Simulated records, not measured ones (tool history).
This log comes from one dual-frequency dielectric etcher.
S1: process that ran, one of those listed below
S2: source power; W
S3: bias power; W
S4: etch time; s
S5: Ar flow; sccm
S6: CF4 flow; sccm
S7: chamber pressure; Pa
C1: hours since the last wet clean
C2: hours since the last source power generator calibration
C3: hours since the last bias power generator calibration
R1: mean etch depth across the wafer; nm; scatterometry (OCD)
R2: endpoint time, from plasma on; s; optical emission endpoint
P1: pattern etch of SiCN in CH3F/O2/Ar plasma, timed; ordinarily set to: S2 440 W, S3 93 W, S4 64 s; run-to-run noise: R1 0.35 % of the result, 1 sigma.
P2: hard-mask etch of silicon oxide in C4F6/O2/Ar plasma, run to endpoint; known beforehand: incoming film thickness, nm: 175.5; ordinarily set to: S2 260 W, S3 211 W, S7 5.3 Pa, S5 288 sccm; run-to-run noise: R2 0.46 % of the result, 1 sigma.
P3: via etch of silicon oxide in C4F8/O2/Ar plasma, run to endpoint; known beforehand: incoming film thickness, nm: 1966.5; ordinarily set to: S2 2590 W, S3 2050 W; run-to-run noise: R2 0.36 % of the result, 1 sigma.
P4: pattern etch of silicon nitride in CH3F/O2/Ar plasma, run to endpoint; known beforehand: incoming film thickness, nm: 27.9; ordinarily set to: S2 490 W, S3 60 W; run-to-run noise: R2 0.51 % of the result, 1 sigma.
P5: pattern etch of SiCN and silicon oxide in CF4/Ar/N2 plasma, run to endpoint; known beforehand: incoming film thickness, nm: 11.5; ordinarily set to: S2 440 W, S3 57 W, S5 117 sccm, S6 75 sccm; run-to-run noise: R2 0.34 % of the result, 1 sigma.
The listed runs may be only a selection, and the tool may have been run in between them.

Run 1, hour 6: S1 P1, S2 440 W, S3 93 W, S4 64 s; C1 124.9; C2 2648.7; C3 610. Result: R1 28.54 nm.
Run 2, hour 14.1: S1 P3, S2 3250 W, S3 2050 W; C1 133; C2 2656.8; C3 618.1. Result: R2 317.27 s.
Run 3, hour 22.4: S1 P3, S2 2590 W, S3 2050 W; C1 141.3; C2 2665.1; C3 626.4. Result: R2 349.67 s.
Run 4, hour 28.5: S1 P5, S2 440 W, S3 69 W, S5 117 sccm, S6 75 sccm; C1 147.4; C2 2671.2; C3 632.5. Result: R2 13.94 s.
Run 5, hour 35: S1 P2, S2 330 W, S3 211 W, S5 288 sccm, S7 5.3 Pa; C1 153.9; C2 2677.7; C3 639. Result: R2 58.855 s.
Run 6, hour 43.1: S1 P1, S2 440 W, S3 93 W, S4 35 s; C1 162; C2 2685.8; C3 647.1. Result: R1 15.687 nm.
Run 7, hour 55.2: S1 P2, S2 260 W, S3 211 W, S5 288 sccm, S7 5.3 Pa; C1 174.1; C2 2697.9; C3 659.2. Result: R2 64.619 s.
Run 8, hour 61: S1 P4, S2 490 W, S3 60 W; C1 179.9; C2 2703.7; C3 665. Result: R2 40.254 s.
Run 9, hour 73.7: S1 P2, S2 260 W, S3 211 W, S5 288 sccm, S7 7.2 Pa; C1 192.6; C2 2716.4; C3 677.7. Result: R2 67.055 s.
Run 10, hour 84.1: S1 P1, S2 330 W, S3 129 W, S4 64 s; C1 203; C2 2726.8; C3 688.1. Result: R1 29.069 nm.
Run 11, hour 92.2: S1 P1, S2 440 W, S3 93 W, S4 90 s; C1 211.1; C2 2734.9; C3 696.2. Result: R1 40.065 nm.
Run 12, hour 99.9: S1 P1, S2 440 W, S3 93 W, S4 64 s; C1 218.8; C2 2742.6; C3 703.9. Result: R1 28.415 nm.
Run 13, hour 110.9: S1 P1, S2 440 W, S3 122 W, S4 49.5 s; C1 229.8; C2 2753.6; C3 714.9. Result: R1 24.446 nm.
Run 14, hour 119.8: S1 P2, S2 260 W, S3 161 W, S5 288 sccm, S7 5.3 Pa; C1 238.7; C2 2762.5; C3 723.8. Result: R2 71.115 s.
Run 15, hour 131: S1 P3, S2 2590 W, S3 2603 W; C1 249.9; C2 2773.7; C3 735. Result: R2 326.7 s.
Run 16, hour 143.9: S1 P1, S2 320 W, S3 93 W, S4 64 s; C1 262.8; C2 2786.6; C3 747.9. Result: R1 25.375 nm.
Run 17, hour 150.9: S1 P1, S2 610 W, S3 93 W, S4 77.5 s; C1 269.8; C2 2793.6; C3 754.9. Result: R1 38.966 nm.
At hour 160.8: source power generator calibrated.
Run 18, hour 163.6: S1 P4, S2 490 W, S3 46 W; C1 282.5; C2 2.9; C3 767.6. Result: R2 43.412 s.
Run 19, hour 173.6: S1 P2, S2 260 W, S3 211 W, S5 377 sccm, S7 5.3 Pa; C1 292.5; C2 12.9; C3 777.6. Result: R2 66.94 s.
Run 20, hour 179.6: S1 P5, S2 440 W, S3 57 W, S5 117 sccm, S6 56 sccm; C1 298.5; C2 18.9; C3 783.6. Result: R2 15.577 s.
Run 21, hour 191.1: S1 P4, S2 320 W, S3 60 W; C1 310; C2 30.4; C3 795.1. Result: R2 47.45 s.
Run 22, hour 201.4: S1 P1, S2 440 W, S3 125 W, S4 64 s; C1 320.3; C2 40.7; C3 805.4. Result: R1 32.027 nm.
Run 23, hour 209.7: S1 P1, S2 570 W, S3 93 W, S4 64 s; C1 328.6; C2 49; C3 813.7. Result: R1 31.169 nm.
Run 24, hour 219.5: S1 P1, S2 440 W, S3 93 W, S4 64 s; C1 338.4; C2 58.8; C3 823.5. Result: R1 28.641 nm.
Run 25, hour 225.4: S1 P1, S2 440 W, S3 74 W, S4 64 s; C1 344.3; C2 64.7; C3 829.4. Result: R1 26.324 nm.
Run 26, hour 232.5: S1 P5, S2 590 W, S3 57 W, S5 117 sccm, S6 75 sccm; C1 351.4; C2 71.8; C3 836.5. Result: R2 11.411 s.
Run 27, hour 243.3: S1 P5, S2 440 W, S3 57 W, S5 117 sccm, S6 75 sccm; C1 362.2; C2 82.6; C3 847.3. Result: R2 14.873 s.
Run 28, hour 252.8: S1 P1, S2 440 W, S3 93 W, S4 64 s; C1 371.7; C2 92.1; C3 856.8. Result: R1 28.513 nm.
Run 29, hour 259.5: S1 P5, S2 440 W, S3 57 W, S5 80 sccm, S6 75 sccm; C1 378.4; C2 98.8; C3 863.5. Result: R2 13.981 s.
Run 30, hour 270.4: S1 P1, S2 440 W, S3 93 W, S4 64 s; C1 389.3; C2 109.7; C3 874.4. Result: R1 28.499 nm.
Run 31, hour 278.9: S1 P1, S2 440 W, S3 93 W, S4 64 s; C1 397.8; C2 118.2; C3 882.9. Result: R1 28.395 nm.
Run 32, hour 285.4: S1 P1, S2 440 W, S3 93 W, S4 64 s; C1 404.3; C2 124.7; C3 889.4. Result: R1 28.185 nm.
Run 33, hour 292.3: S1 P1, S2 440 W, S3 93 W, S4 64 s; C1 411.2; C2 131.6; C3 896.3. Result: R1 28.353 nm.
Run 34, hour 301.4: S1 P1, S2 440 W, S3 93 W, S4 64 s; C1 420.3; C2 140.7; C3 905.4. Result: R1 28.186 nm.
At hour 306.7: wet clean of the chamber.
Run 35, hour 311.1: S1 P1, S2 440 W, S3 93 W, S4 64 s; C1 4.4; C2 150.4; C3 915.1. Result: R1 27.996 nm.
Run 36, hour 318.6: S1 P1, S2 440 W, S3 93 W, S4 64 s; C1 11.9; C2 157.9; C3 922.6. Result: R1 28.107 nm.
Run 37, hour 324.3: S1 P1, S2 440 W, S3 93 W, S4 64 s; C1 17.6; C2 163.6; C3 928.3. Result: R1 27.945 nm.
Run 38, hour 333.2: S1 P1, S2 440 W, S3 93 W, S4 64 s; C1 26.5; C2 172.5; C3 937.2. Result: R1 28.073 nm.

Something has made what P1 gives creep away from where it was; the 2 causes below, each at its own stated size, fit the log equally well:
A: bias power that arrives under what is set, % = 4.67
B: source power that arrives under what is set, % = 4.64
The onset of the drift is placed at about hour 270.4.
Ruled out, with reasons:
chamber walls in a state that lowers the etch rate, %: serviced at hour 306.7, which brought nothing back

Each of the 4 check runs below uses one wafer; its results are left as question marks. Which run tells the causes apart?
Run check 1, hour 342.1: S1 P5, S2 440 W, S3 57 W, S5 117 sccm, S6 75 sccm. Result: R2 ?.
Run check 2, hour 342.1: S1 P2, S2 260 W, S3 211 W, S5 288 sccm, S7 5.3 Pa. Result: R2 ?.
Run check 3, hour 342.1: S1 P4, S2 490 W, S3 60 W. Result: R2 ?.
Run check 4, hour 342.1: S1 P3, S2 2590 W, S3 2050 W. Result: R2 ?.

Check results expected under each cause:
  check  result    if A    if B
check 1      R2  15.075  15.482
check 2      R2  65.835  65.976
check 3      R2  40.888  41.011
check 4      R2  353.87  355.87
Separation of the two closest causes in each check, using whichever result separates them best: check 1 2.66 %; check 2 0.22 %; check 3 0.3 %; check 4 0.56 %
Check 1 distinguishes between the causes, while the remaining checks would return nearly the same result for all of them.

The results of check 1 are: R2 15.463 s. Based on these, which of the listed causes is it?

The cause is B: source power that arrives under what is set, %.

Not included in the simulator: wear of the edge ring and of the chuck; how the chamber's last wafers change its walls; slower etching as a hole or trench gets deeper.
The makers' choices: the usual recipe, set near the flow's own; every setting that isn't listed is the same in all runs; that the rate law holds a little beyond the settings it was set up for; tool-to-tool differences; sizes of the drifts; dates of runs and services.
